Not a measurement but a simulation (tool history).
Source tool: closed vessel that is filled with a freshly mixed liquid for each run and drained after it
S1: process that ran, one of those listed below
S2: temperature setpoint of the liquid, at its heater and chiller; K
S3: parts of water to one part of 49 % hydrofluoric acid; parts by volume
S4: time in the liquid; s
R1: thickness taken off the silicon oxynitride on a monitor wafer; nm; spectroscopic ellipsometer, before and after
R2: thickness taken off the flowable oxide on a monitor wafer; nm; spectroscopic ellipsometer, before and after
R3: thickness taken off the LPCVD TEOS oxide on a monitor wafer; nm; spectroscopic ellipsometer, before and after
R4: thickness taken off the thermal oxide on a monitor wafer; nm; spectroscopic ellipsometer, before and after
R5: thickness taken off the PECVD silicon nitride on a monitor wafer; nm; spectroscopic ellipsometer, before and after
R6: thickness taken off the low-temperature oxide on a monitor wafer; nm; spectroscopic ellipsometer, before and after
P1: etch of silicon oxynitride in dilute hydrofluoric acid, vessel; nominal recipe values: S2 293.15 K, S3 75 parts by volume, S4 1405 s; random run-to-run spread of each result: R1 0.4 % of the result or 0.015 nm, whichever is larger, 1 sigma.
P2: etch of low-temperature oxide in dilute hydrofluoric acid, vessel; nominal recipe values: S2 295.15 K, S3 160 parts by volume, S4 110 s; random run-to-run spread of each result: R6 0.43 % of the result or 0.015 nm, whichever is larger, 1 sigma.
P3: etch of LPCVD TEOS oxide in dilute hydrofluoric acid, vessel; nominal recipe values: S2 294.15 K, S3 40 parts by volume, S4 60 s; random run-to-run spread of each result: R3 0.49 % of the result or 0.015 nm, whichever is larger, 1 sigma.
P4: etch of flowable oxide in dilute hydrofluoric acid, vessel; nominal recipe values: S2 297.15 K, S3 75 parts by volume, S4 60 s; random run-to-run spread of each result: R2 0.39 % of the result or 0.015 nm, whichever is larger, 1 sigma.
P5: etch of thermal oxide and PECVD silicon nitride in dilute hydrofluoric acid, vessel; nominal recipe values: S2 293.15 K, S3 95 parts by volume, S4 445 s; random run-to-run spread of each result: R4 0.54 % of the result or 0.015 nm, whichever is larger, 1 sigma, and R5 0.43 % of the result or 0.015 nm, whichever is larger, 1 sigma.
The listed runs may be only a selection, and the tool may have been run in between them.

run,hour,S1,S2,S3,S4,R1,R2,R3,R4,R5,R6
1,7.5,P1,293.15,75,1405,24.13300,,,,,
2,12.1,P4,297.15,75,60,,48.638,,,,
3,17.4,P3,299.15,40,60,,,63.180,,,
4,22.8,P5,293.15,170,445,,,,10.192,3.5882,
5,29.0,P1,293.15,75,1405,24.13800,,,,,
6,34.6,P1,293.15,110,1405,15.99700,,,,,
7,44.0,P4,297.15,75,60,,48.486,,,,
8,53.7,P1,293.15,75,1405,24.08900,,,,,
9,62.1,P1,293.15,135,2060,18.80700,,,,,
10,68.2,P1,300.15,75,1405,33.55200,,,,,
11,74.9,P2,300.15,160,110,,,,,,7.6166
12,82.8,P2,295.15,160,110,,,,,,6.2628
13,87.7,P2,295.15,35,110,,,,,,33.2500
14,92.4,P1,293.15,75,35,0.60773,,,,,
15,97.8,P3,294.15,40,30,,,25.369,,,
16,104.7,P1,293.15,75,1405,24.02400,,,,,
17,111.9,P5,293.15,95,445,,,,19.549,6.3335,
18,118.9,P1,293.15,75,1405,23.95000,,,,,
# hour 122.6: hydrofluoric acid flow meter replaced
19,123.1,P1,293.15,20,1405,93.93800,,,,,
20,131.4,P1,290.15,75,2140,31.59500,,,,,
21,139.5,P5,290.15,95,445,,,,17.504,5.1657,
22,148.8,P4,290.65,75,60,,37.182,,,,
23,158.1,P5,293.15,95,665,,,,29.485,9.5055,
24,163.1,P4,297.15,20,60,,196.480,,,,
25,170.9,P2,295.15,160,45,,,,,,2.5548
26,176.3,P1,293.15,75,2250,38.61000,,,,,
27,185.9,P3,294.15,40,60,,,50.886,,,
28,192.3,P3,294.15,20,60,,,105.240,,,
29,198.9,P2,295.15,160,110,,,,,,6.2471
30,207.6,P3,294.15,40,60,,,51.327,,,
31,217.0,P1,290.15,75,1405,20.71200,,,,,
32,221.8,P4,297.15,75,30,,24.384,,,,
33,226.5,P1,293.15,75,1405,23.95500,,,,,
34,230.9,P1,293.15,75,1405,23.94200,,,,,
35,235.5,P1,293.15,75,1405,24.58800,,,,,
36,240.1,P1,293.15,75,1405,24.85600,,,,,
37,249.6,P1,293.15,75,1405,25.29400,,,,,
38,257.3,P1,293.15,75,1405,25.62200,,,,,
39,266.8,P1,293.15,75,1405,25.70200,,,,,
40,273.6,P1,293.15,75,1405,25.82400,,,,,
41,278.1,P1,293.15,75,1405,25.78300,,,,,
42,286.2,P1,293.15,75,1405,25.66600,,,,,
43,295.6,P1,293.15,75,1405,25.96800,,,,,

What P1 gives has crept away from where it was. These 2 causes fit the log equally well, each at the size given:
A: hydrofluoric acid flow above the setpoint (%) = 7.18
B: liquid hotter than its thermometer reads (K) = 1.49
The process output started creeping at around hour 230.9.

Which of the 4 check runs listed below separates the causes, so that each cause would produce a clearly different result? Each run uses one wafer, and its results are marked with question marks.
check 1,305.0,P2,295.15,35,45,,,,,,?
check 2,305.0,P4,294.15,20,60,,?,,,,
check 3,305.0,P5,290.15,95,445,,,,?,?,
check 4,305.0,P3,294.15,20,60,,,?,,,

Predicted outcomes, by check and by cause:
check,result,if A,if B
check 1,R6,14.6400,14.5020
check 2,R2,185.260,183.960
check 3,R4,18.841,18.591
check 3,R5,5.5007,5.7044
check 4,R3,112.280,111.480
Gap, in per cent, between the two causes that each check separates least, read from the result that separates them most: check 1 0.95 %; check 2 0.71 %; check 3 3.64 %; check 4 0.71 %
Check 3 distinguishes between the causes, while the remaining checks would return nearly the same result for all of them.

Then check 3 was run and gave: R4 18.744 nm; R5 5.5020 nm. Which cause is it?

A is the cause: hydrofluoric acid flow above the setpoint (%).
